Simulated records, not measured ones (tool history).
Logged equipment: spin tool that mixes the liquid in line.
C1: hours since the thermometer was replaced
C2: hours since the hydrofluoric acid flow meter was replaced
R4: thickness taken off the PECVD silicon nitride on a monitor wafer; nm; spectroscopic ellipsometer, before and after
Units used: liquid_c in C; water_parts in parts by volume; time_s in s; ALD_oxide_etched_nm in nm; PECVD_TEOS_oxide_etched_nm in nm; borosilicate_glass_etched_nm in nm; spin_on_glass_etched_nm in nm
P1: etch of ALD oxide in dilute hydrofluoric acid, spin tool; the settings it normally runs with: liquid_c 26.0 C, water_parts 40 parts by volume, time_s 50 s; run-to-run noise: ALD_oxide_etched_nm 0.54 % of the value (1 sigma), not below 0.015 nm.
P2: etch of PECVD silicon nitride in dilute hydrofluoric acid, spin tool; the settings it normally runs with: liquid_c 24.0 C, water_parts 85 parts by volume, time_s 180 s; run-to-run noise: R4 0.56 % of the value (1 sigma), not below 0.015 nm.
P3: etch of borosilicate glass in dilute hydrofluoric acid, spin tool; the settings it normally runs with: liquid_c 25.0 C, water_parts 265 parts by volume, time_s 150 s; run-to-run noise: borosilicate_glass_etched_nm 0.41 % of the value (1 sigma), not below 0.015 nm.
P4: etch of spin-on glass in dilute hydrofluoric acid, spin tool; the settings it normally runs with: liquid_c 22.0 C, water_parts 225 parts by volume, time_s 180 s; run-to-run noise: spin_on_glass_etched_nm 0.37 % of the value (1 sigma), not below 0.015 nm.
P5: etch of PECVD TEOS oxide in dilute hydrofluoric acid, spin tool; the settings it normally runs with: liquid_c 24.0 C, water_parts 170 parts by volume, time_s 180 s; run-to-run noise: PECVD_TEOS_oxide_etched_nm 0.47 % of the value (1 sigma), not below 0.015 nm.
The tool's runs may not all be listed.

run 1 hour=15.7 | process=P1 liquid_c=26.0 water_parts=40 time_s=50 | C1=436.6 C2=428.2 | ALD_oxide_etched_nm=27.5740
run 2 hour=30.6 | process=P5 liquid_c=24.0 water_parts=170 time_s=355 | C1=451.5 C2=443.1 | PECVD_TEOS_oxide_etched_nm=16.8880
run 3 hour=48.5 | process=P3 liquid_c=25.0 water_parts=265 time_s=15 | C1=469.4 C2=461.0 | borosilicate_glass_etched_nm=1.429
run 4 hour=60.3 | process=P3 liquid_c=20.0 water_parts=265 time_s=150 | C1=481.2 C2=472.8 | borosilicate_glass_etched_nm=12.111
run 5 hour=73.4 | process=P1 liquid_c=31.0 water_parts=40 time_s=50 | C1=494.3 C2=485.9 | ALD_oxide_etched_nm=33.7250
run 6 hour=91.8 | process=P2 liquid_c=24.0 water_parts=85 time_s=80 | C1=512.7 C2=504.3 | R4=2.2493
run 7 hour=104.1 | process=P1 liquid_c=26.0 water_parts=25 time_s=15 | C1=525.0 C2=516.6 | ALD_oxide_etched_nm=13.6780
run 8 hour=121.1 | process=P1 liquid_c=26.0 water_parts=20 time_s=50 | C1=542.0 C2=533.6 | ALD_oxide_etched_nm=57.0530
run 9 hour=137.3 | process=P1 liquid_c=26.0 water_parts=40 time_s=50 | C1=558.2 C2=549.8 | ALD_oxide_etched_nm=27.5980
run 10 hour=146.6 | process=P1 liquid_c=26.0 water_parts=55 time_s=50 | C1=567.5 C2=559.1 | ALD_oxide_etched_nm=19.7830
run 11 hour=162.0 | process=P2 liquid_c=32.0 water_parts=85 time_s=180 | C1=582.9 C2=574.5 | R4=8.4158
run 12 hour=178.6 | process=P5 liquid_c=17.5 water_parts=170 time_s=180 | C1=599.5 C2=591.1 | PECVD_TEOS_oxide_etched_nm=6.6178
run 13 hour=188.2 | process=P4 liquid_c=22.0 water_parts=50 time_s=180 | C1=609.1 C2=600.7 | spin_on_glass_etched_nm=108.940
-- hour=205.5 thermometer replaced
run 14 hour=205.6 | process=P2 liquid_c=24.0 water_parts=85 time_s=180 | C1=0.2 C2=618.1 | R4=5.0558
run 15 hour=221.9 | process=P4 liquid_c=22.0 water_parts=225 time_s=330 | C1=16.5 C2=634.4 | spin_on_glass_etched_nm=36.318
run 16 hour=236.7 | process=P1 liquid_c=26.0 water_parts=40 time_s=75 | C1=31.3 C2=649.2 | ALD_oxide_etched_nm=41.4760
run 17 hour=248.5 | process=P1 liquid_c=26.0 water_parts=40 time_s=50 | C1=43.1 C2=661.0 | ALD_oxide_etched_nm=27.5400
run 18 hour=258.2 | process=P2 liquid_c=24.0 water_parts=50 time_s=180 | C1=52.8 C2=670.7 | R4=8.4706
run 19 hour=270.0 | process=P5 liquid_c=24.0 water_parts=65 time_s=180 | C1=64.6 C2=682.5 | PECVD_TEOS_oxide_etched_nm=25.2830
run 20 hour=281.6 | process=P1 liquid_c=26.0 water_parts=40 time_s=50 | C1=76.2 C2=694.1 | ALD_oxide_etched_nm=27.6380
run 21 hour=292.5 | process=P4 liquid_c=17.0 water_parts=225 time_s=180 | C1=87.1 C2=705.0 | spin_on_glass_etched_nm=16.418
run 22 hour=310.7 | process=P1 liquid_c=26.0 water_parts=40 time_s=50 | C1=105.3 C2=723.2 | ALD_oxide_etched_nm=27.4260
run 23 hour=322.3 | process=P3 liquid_c=25.0 water_parts=60 time_s=150 | C1=116.9 C2=734.8 | borosilicate_glass_etched_nm=80.765
run 24 hour=338.7 | process=P1 liquid_c=20.5 water_parts=40 time_s=50 | C1=133.3 C2=751.2 | ALD_oxide_etched_nm=21.8690
run 25 hour=353.3 | process=P1 liquid_c=26.0 water_parts=40 time_s=50 | C1=147.9 C2=765.8 | ALD_oxide_etched_nm=27.7390
run 26 hour=362.6 | process=P5 liquid_c=24.0 water_parts=170 time_s=180 | C1=157.2 C2=775.1 | PECVD_TEOS_oxide_etched_nm=8.5343
run 27 hour=380.0 | process=P1 liquid_c=26.0 water_parts=40 time_s=15 | C1=174.6 C2=792.5 | ALD_oxide_etched_nm=8.2328
run 28 hour=393.6 | process=P3 liquid_c=25.0 water_parts=265 time_s=150 | C1=188.2 C2=806.1 | borosilicate_glass_etched_nm=14.467
run 29 hour=411.3 | process=P1 liquid_c=26.0 water_parts=40 time_s=50 | C1=205.9 C2=823.8 | ALD_oxide_etched_nm=27.7950
run 30 hour=422.9 | process=P5 liquid_c=24.0 water_parts=170 time_s=180 | C1=217.5 C2=835.4 | PECVD_TEOS_oxide_etched_nm=8.5012
run 31 hour=436.6 | process=P4 liquid_c=22.0 water_parts=225 time_s=180 | C1=231.2 C2=849.1 | spin_on_glass_etched_nm=19.728
run 32 hour=450.6 | process=P3 liquid_c=25.0 water_parts=265 time_s=150 | C1=245.2 C2=863.1 | borosilicate_glass_etched_nm=14.421
run 33 hour=466.3 | process=P1 liquid_c=26.0 water_parts=40 time_s=50 | C1=260.9 C2=878.8 | ALD_oxide_etched_nm=27.8700
run 34 hour=476.4 | process=P1 liquid_c=26.0 water_parts=40 time_s=50 | C1=271.0 C2=888.9 | ALD_oxide_etched_nm=28.6430
run 35 hour=489.8 | process=P1 liquid_c=26.0 water_parts=40 time_s=50 | C1=284.4 C2=902.3 | ALD_oxide_etched_nm=28.9200
run 36 hour=502.0 | process=P1 liquid_c=26.0 water_parts=40 time_s=50 | C1=296.6 C2=914.5 | ALD_oxide_etched_nm=29.3870
run 37 hour=511.5 | process=P1 liquid_c=26.0 water_parts=40 time_s=50 | C1=306.1 C2=924.0 | ALD_oxide_etched_nm=29.2750
run 38 hour=520.9 | process=P1 liquid_c=26.0 water_parts=40 time_s=50 | C1=315.5 C2=933.4 | ALD_oxide_etched_nm=29.1030
run 39 hour=529.4 | process=P1 liquid_c=26.0 water_parts=40 time_s=50 | C1=324.0 C2=941.9 | ALD_oxide_etched_nm=29.3220
run 40 hour=539.6 | process=P1 liquid_c=26.0 water_parts=40 time_s=50 | C1=334.2 C2=952.1 | ALD_oxide_etched_nm=29.3500

P1 no longer gives what it gave before; its output has crept away from where it was. The following 2 causes, each at its listed size, fit the log equally well:
A: liquid hotter than its thermometer reads (K) = 1.54
B: hydrofluoric acid flow above the setpoint (%) = 6.09
The drift started at roughly hour 466.3.

Question marks stand in for the results of the 4 check runs listed below, each run on one wafer. Under which run would the listed causes show clearly different results?
run check 1 hour=549.8 | process=P4 liquid_c=22.0 water_parts=115 time_s=310 | spin_on_glass_etched_nm=?
run check 2 hour=549.8 | process=P3 liquid_c=25.0 water_parts=70 time_s=150 | borosilicate_glass_etched_nm=?
run check 3 hour=549.8 | process=P5 liquid_c=19.5 water_parts=170 time_s=310 | PECVD_TEOS_oxide_etched_nm=?
run check 4 hour=549.8 | process=P2 liquid_c=28.5 water_parts=60 time_s=180 | R4=?

Predicted outcomes, by check and by cause:
check=check_1 result=spin_on_glass_etched_nm if_A=79.956 if_B=80.409
check=check_2 result=borosilicate_glass_etched_nm if_A=72.620 if_B=72.837
check=check_3 result=PECVD_TEOS_oxide_etched_nm if_A=13.1230 if_B=13.2360
check=check_4 result=R4 if_A=10.5220 if_B=10.1010
Distance between the nearest two causes, measured in the result of the check that separates them most: check 1 0.56 %; check 2 0.3 %; check 3 0.86 %; check 4 4.08 %
Only in check 4 would the causes give clearly different results; in the remaining checks their results would be nearly the same.

The results of check 4 are: R4 10.0760 nm. Based on these, which of the listed causes is it?

The correct cause is B, namely: hydrofluoric acid flow above the setpoint (%).

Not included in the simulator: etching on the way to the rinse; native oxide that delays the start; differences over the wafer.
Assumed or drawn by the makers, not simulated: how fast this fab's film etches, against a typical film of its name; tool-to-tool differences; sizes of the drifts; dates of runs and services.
